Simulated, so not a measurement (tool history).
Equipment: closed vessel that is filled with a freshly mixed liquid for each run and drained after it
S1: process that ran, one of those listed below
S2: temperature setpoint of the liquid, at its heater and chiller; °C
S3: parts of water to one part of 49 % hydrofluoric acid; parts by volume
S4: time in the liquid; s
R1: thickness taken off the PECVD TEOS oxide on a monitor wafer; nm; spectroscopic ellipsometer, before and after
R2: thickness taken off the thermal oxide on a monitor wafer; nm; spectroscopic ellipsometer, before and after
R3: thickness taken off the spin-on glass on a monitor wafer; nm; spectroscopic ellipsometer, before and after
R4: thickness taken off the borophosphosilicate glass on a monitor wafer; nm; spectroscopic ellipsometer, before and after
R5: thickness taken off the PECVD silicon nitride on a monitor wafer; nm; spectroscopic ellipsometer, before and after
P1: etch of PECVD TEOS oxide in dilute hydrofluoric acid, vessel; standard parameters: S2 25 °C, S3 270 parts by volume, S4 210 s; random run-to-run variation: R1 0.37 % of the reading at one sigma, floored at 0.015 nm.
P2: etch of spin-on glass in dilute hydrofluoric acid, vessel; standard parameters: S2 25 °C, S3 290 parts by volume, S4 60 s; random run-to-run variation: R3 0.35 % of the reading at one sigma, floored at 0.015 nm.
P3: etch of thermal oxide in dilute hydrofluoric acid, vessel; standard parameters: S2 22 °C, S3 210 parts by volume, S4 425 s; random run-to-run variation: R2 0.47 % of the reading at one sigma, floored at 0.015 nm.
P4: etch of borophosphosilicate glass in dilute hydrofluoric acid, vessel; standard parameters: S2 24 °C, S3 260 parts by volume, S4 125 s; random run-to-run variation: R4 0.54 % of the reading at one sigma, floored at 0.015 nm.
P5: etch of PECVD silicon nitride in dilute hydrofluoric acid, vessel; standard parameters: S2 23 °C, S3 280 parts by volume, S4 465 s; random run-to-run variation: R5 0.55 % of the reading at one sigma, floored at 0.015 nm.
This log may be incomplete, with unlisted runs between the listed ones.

run 1 hour=7.5 | S1=P1 S2=25 S3=270 S4=210 | R1=6.1338
run 2 hour=11.1 | S1=P3 S2=22 S3=285 S4=425 | R2=5.2439
run 3 hour=17.9 | S1=P1 S2=25 S3=270 S4=210 | R1=6.1255
run 4 hour=22.6 | S1=P3 S2=22 S3=210 S4=425 | R2=7.6234
run 5 hour=27.2 | S1=P1 S2=18 S3=90 S4=210 | R1=16.819
run 6 hour=33.6 | S1=P2 S2=18.5 S3=290 S4=60 | R3=5.7164
run 7 hour=39.6 | S1=P1 S2=29.5 S3=270 S4=210 | R1=7.0282
run 8 hour=43 | S1=P1 S2=25 S3=270 S4=210 | R1=6.0661
run 9 hour=50.5 | S1=P1 S2=25 S3=450 S4=210 | R1=3.0425
run 10 hour=56.3 | S1=P3 S2=17.5 S3=210 S4=425 | R2=6.3962
run 11 hour=61 | S1=P4 S2=24 S3=260 S4=30 | R4=3.3248
run 12 hour=66.3 | S1=P4 S2=24 S3=260 S4=125 | R4=13.736
run 13 hour=71 | S1=P4 S2=20 S3=260 S4=125 | R4=11.845
run 14 hour=76.9 | S1=P5 S2=23 S3=470 S4=465 | R5=3.6312
run 15 hour=80.8 | S1=P5 S2=27.5 S3=280 S4=465 | R5=7.8724
run 16 hour=84.9 | S1=P1 S2=25 S3=270 S4=210 | R1=6.104
run 17 hour=88.2 | S1=P1 S2=29.5 S3=270 S4=305 | R1=10.246
run 18 hour=95.2 | S1=P5 S2=23 S3=280 S4=130 | R5=1.6637
run 19 hour=100.2 | S1=P2 S2=25 S3=515 S4=60 | R3=3.269
run 20 hour=107.3 | S1=P1 S2=25 S3=270 S4=315 | R1=9.1526
run 21 hour=114 | S1=P1 S2=20 S3=270 S4=210 | R1=5.0792
run 22 hour=118.1 | S1=P2 S2=25 S3=290 S4=60 | R3=7.232
run 23 hour=124 | S1=P1 S2=25 S3=165 S4=210 | R1=11.223
run 24 hour=129.2 | S1=P1 S2=25 S3=270 S4=210 | R1=6.1038
run 25 hour=136.9 | S1=P2 S2=25 S3=290 S4=60 | R3=7.2646
-- hour=138.6 thermometer replaced
run 26 hour=143.1 | S1=P2 S2=25 S3=290 S4=90 | R3=10.829
run 27 hour=148.2 | S1=P4 S2=24 S3=375 S4=125 | R4=8.5014
run 28 hour=154.2 | S1=P1 S2=25 S3=270 S4=65 | R1=1.8447
run 29 hour=161.9 | S1=P5 S2=23 S3=280 S4=465 | R5=6.0138
run 30 hour=165.6 | S1=P3 S2=22 S3=210 S4=425 | R2=7.6085
run 31 hour=172.3 | S1=P1 S2=25 S3=270 S4=210 | R1=6.1298
run 32 hour=176.5 | S1=P3 S2=22 S3=210 S4=670 | R2=12.047
run 33 hour=180.9 | S1=P1 S2=25 S3=270 S4=210 | R1=6.1221
run 34 hour=184.5 | S1=P1 S2=25 S3=270 S4=210 | R1=6.294
run 35 hour=189 | S1=P1 S2=25 S3=270 S4=210 | R1=6.3272
run 36 hour=193.5 | S1=P1 S2=25 S3=270 S4=210 | R1=6.3639
run 37 hour=196.8 | S1=P1 S2=25 S3=270 S4=210 | R1=6.4188
run 38 hour=202.2 | S1=P1 S2=25 S3=270 S4=210 | R1=6.4757
run 39 hour=209.7 | S1=P1 S2=25 S3=270 S4=210 | R1=6.5024

Something has made what P1 gives creep away from where it was; the 2 causes below, each at its own stated size, fit the log equally well:
A: liquid hotter than its thermometer reads (K) = 1.82
B: hydrofluoric acid flow above the setpoint (%) = 5.05
At approximately hour 180.9, the process output began to creep.

Which of the 4 check runs listed below separates the causes, so that each cause would produce a clearly different result? Each run uses one wafer, and its results are marked with question marks.
run check 1 hour=217.2 | S1=P5 S2=23 S3=280 S4=465 | R5=?
run check 2 hour=217.2 | S1=P3 S2=22 S3=210 S4=425 | R2=?
run check 3 hour=217.2 | S1=P2 S2=25 S3=290 S4=60 | R3=?
run check 4 hour=217.2 | S1=P4 S2=24 S3=260 S4=125 | R4=?

How each check would come out, cause by cause:
check=check_1 result=R5 if_A=6.7199 if_B=6.3071
check=check_2 result=R2 if_A=8.1938 if_B=8.1282
check=check_3 result=R3 if_A=7.6776 if_B=7.6871
check=check_4 result=R4 if_A=14.651 if_B=14.621
Distance between the nearest two causes, measured in the result of the check that separates them most: check 1 6.34 %; check 2 0.8 %; check 3 0.12 %; check 4 0.21 %
Of the check runs offered, only check 1 discriminates between the causes; the rest would read about the same regardless of which cause applies.

Here is what check 1 returned: R5 6.6632 nm. Which cause is it?

It was cause A: liquid hotter than its thermometer reads (K).

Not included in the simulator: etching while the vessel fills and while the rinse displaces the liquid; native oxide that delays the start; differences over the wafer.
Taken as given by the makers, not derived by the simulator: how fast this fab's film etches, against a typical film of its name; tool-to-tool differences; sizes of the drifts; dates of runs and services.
